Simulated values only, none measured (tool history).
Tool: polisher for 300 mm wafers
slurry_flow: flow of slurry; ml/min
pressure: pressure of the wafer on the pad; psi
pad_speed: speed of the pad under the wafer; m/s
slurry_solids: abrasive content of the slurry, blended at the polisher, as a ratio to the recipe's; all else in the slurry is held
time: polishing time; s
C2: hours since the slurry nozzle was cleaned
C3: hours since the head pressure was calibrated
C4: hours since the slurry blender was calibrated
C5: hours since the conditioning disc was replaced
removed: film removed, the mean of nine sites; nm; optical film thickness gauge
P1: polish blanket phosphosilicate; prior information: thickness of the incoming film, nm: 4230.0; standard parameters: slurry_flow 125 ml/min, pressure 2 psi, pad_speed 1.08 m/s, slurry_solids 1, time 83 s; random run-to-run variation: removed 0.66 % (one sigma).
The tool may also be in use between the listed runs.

run 1 hour=10.2 | slurry_flow=125 pressure=2 pad_speed=1.08 slurry_solids=1 time=83 | wafers_polished_on_this_pad=251 C2=317.3 C3=132.4 C4=35.7 C5=204.5 | removed=459.13
run 2 hour=19 | slurry_flow=125 pressure=2 pad_speed=1.08 slurry_solids=1 time=83 | wafers_polished_on_this_pad=330 C2=326.1 C3=141.2 C4=44.5 C5=213.3 | removed=461.68
run 3 hour=28.8 | slurry_flow=125 pressure=2 pad_speed=1.66 slurry_solids=1 time=83 | wafers_polished_on_this_pad=419 C2=335.9 C3=151 C4=54.3 C5=223.1 | removed=649.48
-- hour=31.2 slurry blender recalibrated
run 4 hour=41.2 | slurry_flow=75 pressure=2 pad_speed=1.08 slurry_solids=1 time=83 | wafers_polished_on_this_pad=530 C2=348.3 C3=163.4 C4=10 C5=235.5 | removed=408.05
run 5 hour=49.1 | slurry_flow=125 pressure=0.9 pad_speed=1.08 slurry_solids=1 time=83 | wafers_polished_on_this_pad=602 C2=356.2 C3=171.3 C4=17.9 C5=243.4 | removed=208.79
run 6 hour=59.2 | slurry_flow=125 pressure=2 pad_speed=1.08 slurry_solids=1 time=83 | wafers_polished_on_this_pad=693 C2=366.3 C3=181.4 C4=28 C5=253.5 | removed=462.25
run 7 hour=67.3 | slurry_flow=125 pressure=2 pad_speed=1.08 slurry_solids=1 time=56 | wafers_polished_on_this_pad=766 C2=374.4 C3=189.5 C4=36.1 C5=261.6 | removed=312.17
run 8 hour=75 | slurry_flow=125 pressure=2 pad_speed=1.08 slurry_solids=1 time=126 | wafers_polished_on_this_pad=835 C2=382.1 C3=197.2 C4=43.8 C5=269.3 | removed=696.31
run 9 hour=83.5 | slurry_flow=85 pressure=2 pad_speed=1.08 slurry_solids=1 time=42 | wafers_polished_on_this_pad=912 C2=390.6 C3=205.7 C4=52.3 C5=277.8 | removed=214.21
run 10 hour=94 | slurry_flow=175 pressure=2 pad_speed=1.08 slurry_solids=1 time=83 | wafers_polished_on_this_pad=1007 C2=401.1 C3=216.2 C4=62.8 C5=288.3 | removed=491.84
run 11 hour=101.5 | slurry_flow=125 pressure=2 pad_speed=1.08 slurry_solids=1 time=83 | wafers_polished_on_this_pad=1074 C2=408.6 C3=223.7 C4=70.3 C5=295.8 | removed=459.73
run 12 hour=112.5 | slurry_flow=125 pressure=1.3 pad_speed=1.08 slurry_solids=1.45 time=83 | wafers_polished_on_this_pad=1173 C2=419.6 C3=234.7 C4=81.3 C5=306.8 | removed=347.37
run 13 hour=121.1 | slurry_flow=125 pressure=2 pad_speed=1.08 slurry_solids=1.4 time=83 | wafers_polished_on_this_pad=1251 C2=428.2 C3=243.3 C4=89.9 C5=315.4 | removed=533.05

The next listed run, before its measurement:
run 14 hour=129.3 | slurry_flow=125 pressure=2 pad_speed=0.52 slurry_solids=1 time=83 | wafers_polished_on_this_pad=1325 C2=436.4 C3=251.5 C4=98.1 C5=323.6 | removed=?

Run 14 yielded removed 256.32 nm.
